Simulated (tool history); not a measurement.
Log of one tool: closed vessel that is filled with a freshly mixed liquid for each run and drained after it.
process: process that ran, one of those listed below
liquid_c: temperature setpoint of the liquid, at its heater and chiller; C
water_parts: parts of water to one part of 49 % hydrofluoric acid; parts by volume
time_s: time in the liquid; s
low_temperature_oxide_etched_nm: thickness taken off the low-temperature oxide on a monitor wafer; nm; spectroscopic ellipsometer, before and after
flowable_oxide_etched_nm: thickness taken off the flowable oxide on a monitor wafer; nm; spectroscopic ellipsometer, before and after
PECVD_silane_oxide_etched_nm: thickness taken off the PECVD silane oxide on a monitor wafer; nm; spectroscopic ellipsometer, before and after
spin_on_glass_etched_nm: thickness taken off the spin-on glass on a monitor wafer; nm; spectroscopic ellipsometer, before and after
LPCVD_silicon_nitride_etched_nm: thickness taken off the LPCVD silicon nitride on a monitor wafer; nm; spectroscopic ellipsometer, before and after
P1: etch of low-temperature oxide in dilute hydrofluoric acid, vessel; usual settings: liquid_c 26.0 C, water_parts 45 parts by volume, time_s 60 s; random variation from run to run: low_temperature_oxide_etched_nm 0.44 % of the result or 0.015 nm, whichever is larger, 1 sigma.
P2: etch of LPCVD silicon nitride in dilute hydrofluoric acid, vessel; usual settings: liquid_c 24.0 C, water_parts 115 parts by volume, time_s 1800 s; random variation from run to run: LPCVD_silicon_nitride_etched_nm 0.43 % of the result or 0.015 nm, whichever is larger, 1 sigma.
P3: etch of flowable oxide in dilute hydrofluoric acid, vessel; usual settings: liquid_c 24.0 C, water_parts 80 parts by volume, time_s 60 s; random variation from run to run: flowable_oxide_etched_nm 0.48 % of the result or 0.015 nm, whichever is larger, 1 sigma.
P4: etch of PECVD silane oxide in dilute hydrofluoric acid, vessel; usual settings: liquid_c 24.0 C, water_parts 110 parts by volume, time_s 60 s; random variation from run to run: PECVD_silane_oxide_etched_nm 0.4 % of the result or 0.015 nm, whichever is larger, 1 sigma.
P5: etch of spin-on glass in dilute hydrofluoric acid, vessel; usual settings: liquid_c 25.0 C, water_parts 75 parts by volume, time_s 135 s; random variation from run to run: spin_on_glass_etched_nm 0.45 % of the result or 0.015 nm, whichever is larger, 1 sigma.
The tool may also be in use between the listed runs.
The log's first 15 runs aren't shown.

run    day  process  liquid_c  water_parts  time_s  hours since the thermometer was replaced  hours since the hydrofluoric acid flow meter was replaced  low_temperature_oxide_etched_nm  flowable_oxide_etched_nm  PECVD_silane_oxide_etched_nm  spin_on_glass_etched_nm  LPCVD_silicon_nitride_etched_nm
 16  3.792       P2      24.0          115    3605                                    1618.4                                                      247.9                                                                                                                                            14.9150
 17  3.942       P4      24.0           20      60                                    1622.0                                                      251.5                                                                                  105.960
 18  4.092       P1      26.0           45      60                                    1625.6                                                      255.1                           32.083
 19  4.392       P2      24.0           65    1800                                    1632.8                                                      262.3                                                                                                                                            12.9940
 20  4.700       P1      32.0           45      60                                    1640.2                                                      269.7                           40.844
 21  4.908       P5      25.0           75     250                                    1645.2                                                      274.7                                                                                                            94.808
 22  5.212       P4      19.0          110      60                                    1652.5                                                      282.0                                                                                   13.996
 23  5.450       P1      26.0           45      60                                    1658.2                                                      287.7                           32.304
 24  5.583       P2      24.0          115    1800                                    1661.4                                                      290.9                                                                                                                                             7.3933
 25  5.833       P1      26.0           20      60                                    1667.4                                                      296.9                           75.125
 26  6.121       P1      26.0           45      60                                    1674.3                                                      303.8                           32.335
 27  6.329       P1      21.0           45      60                                    1679.3                                                      308.8                           26.064
 28  6.496       P3      19.5           80      60                                    1683.3                                                      312.8                                                     24.329

The next listed run, before its measurement:
 29  6.792       P5      25.0           75     135                                    1690.4                                                      319.9                                                                                                                 ?

Run 29 gave spin_on_glass_etched_nm 51.401 nm.
